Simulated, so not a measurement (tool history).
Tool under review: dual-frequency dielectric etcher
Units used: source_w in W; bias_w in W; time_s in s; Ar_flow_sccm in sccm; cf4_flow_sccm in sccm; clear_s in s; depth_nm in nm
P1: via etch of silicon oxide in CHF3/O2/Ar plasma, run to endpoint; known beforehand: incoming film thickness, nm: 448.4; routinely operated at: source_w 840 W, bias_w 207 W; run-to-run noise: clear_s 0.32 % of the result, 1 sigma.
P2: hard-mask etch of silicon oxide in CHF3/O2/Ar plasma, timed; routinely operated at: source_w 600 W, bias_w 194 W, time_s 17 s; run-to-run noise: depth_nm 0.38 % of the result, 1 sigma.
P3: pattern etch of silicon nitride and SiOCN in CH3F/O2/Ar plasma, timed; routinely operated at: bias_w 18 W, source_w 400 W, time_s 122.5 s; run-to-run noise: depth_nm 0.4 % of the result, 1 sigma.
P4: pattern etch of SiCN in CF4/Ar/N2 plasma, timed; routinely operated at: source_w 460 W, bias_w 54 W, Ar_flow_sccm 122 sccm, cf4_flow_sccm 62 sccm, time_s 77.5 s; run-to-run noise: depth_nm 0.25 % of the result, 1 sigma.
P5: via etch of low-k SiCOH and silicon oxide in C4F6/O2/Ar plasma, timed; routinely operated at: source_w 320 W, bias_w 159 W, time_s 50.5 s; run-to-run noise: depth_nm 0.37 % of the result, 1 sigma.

run   hour  process  source_w  bias_w  time_s  Ar_flow_sccm  cf4_flow_sccm  hours since the last wet clean  hours since the last source power generator calibration  hours since the last bias power generator calibration  clear_s  depth_nm
  1    6.4       P1       840     207                                                                336.5                                                   1261.6                                                  582.9   187.79
  2   12.7       P2       600     194      17                                                        342.8                                                   1267.9                                                  589.2             34.797
  3   19.3       P4       460      54    77.5           122             37                           349.4                                                   1274.5                                                  595.8             54.628
  4   26.7       P5       320     159    64.5                                                        356.8                                                   1281.9                                                  603.2             163.93
  5   33.1       P1       840     157                                                                363.2                                                   1288.3                                                  609.6   208.25
  6   40.4       P4       460      54    77.5           122             62                           370.5                                                   1295.6                                                  616.9             60.022
  7   45.7       P4       460      54    77.5           122             62                           375.8                                                   1300.9                                                  622.2              59.76
  8   52.1       P1       510     246                                                                382.2                                                   1307.3                                                  628.6   215.43
  9   62.1       P3       400      18      82                                                        392.2                                                   1317.3                                                  638.6             9.9282
 10   68.6       P2       600     194      17                                                        398.7                                                   1323.8                                                  645.1             34.615
 11   73.3       P5       320     159    50.5                                                        403.4                                                   1328.5                                                  649.8             127.72
 12   78.8       P3       280      18   122.5                                                        408.9                                                     1334                                                  655.3             13.145
 13   85.1       P1       840     207                                                                415.2                                                   1340.3                                                  661.6   187.74
 14   93.4       P4       260      54    77.5           122             62                           423.5                                                   1348.6                                                  669.9              36.23
 15  103.2       P1       600     207                                                                433.3                                                   1358.4                                                  679.7   214.68
 16  112.8       P1       840     274                                                                442.9                                                     1368                                                  689.3   171.02
 17  117.8       P1       840     207                                                                447.9                                                     1373                                                  694.3   188.63
 18  124.7       P3       400      18   122.5                                                        454.8                                                   1379.9                                                  701.2             14.799
 19    130       P5       320     159    50.5                                                        460.1                                                   1385.2                                                  706.5             128.27
 20    137       P3       400      21   122.5                                                        467.1                                                   1392.2                                                  713.5             15.843
 21  143.1       P1      1070     207                                                                473.2                                                   1398.3                                                  719.6   171.23
 22  149.5       P5       320     130    50.5                                                        479.6                                                   1404.7                                                    726             120.98
 23  157.2       P1       840     207                                                                487.3                                                   1412.4                                                  733.7   188.46
 24  163.8       P4       460      54    77.5           153             62                           493.9                                                     1419                                                  740.3              57.67
 25  171.2       P2       600     153      17                                                        501.3                                                   1426.4                                                  747.7             32.166

What does the tool deliver on the next run?
 26  180.8       P5       430     159    50.5                                                        510.9                                                     1436                                                  757.3                  ?

{"run 26": {"depth_nm": 144.85}}
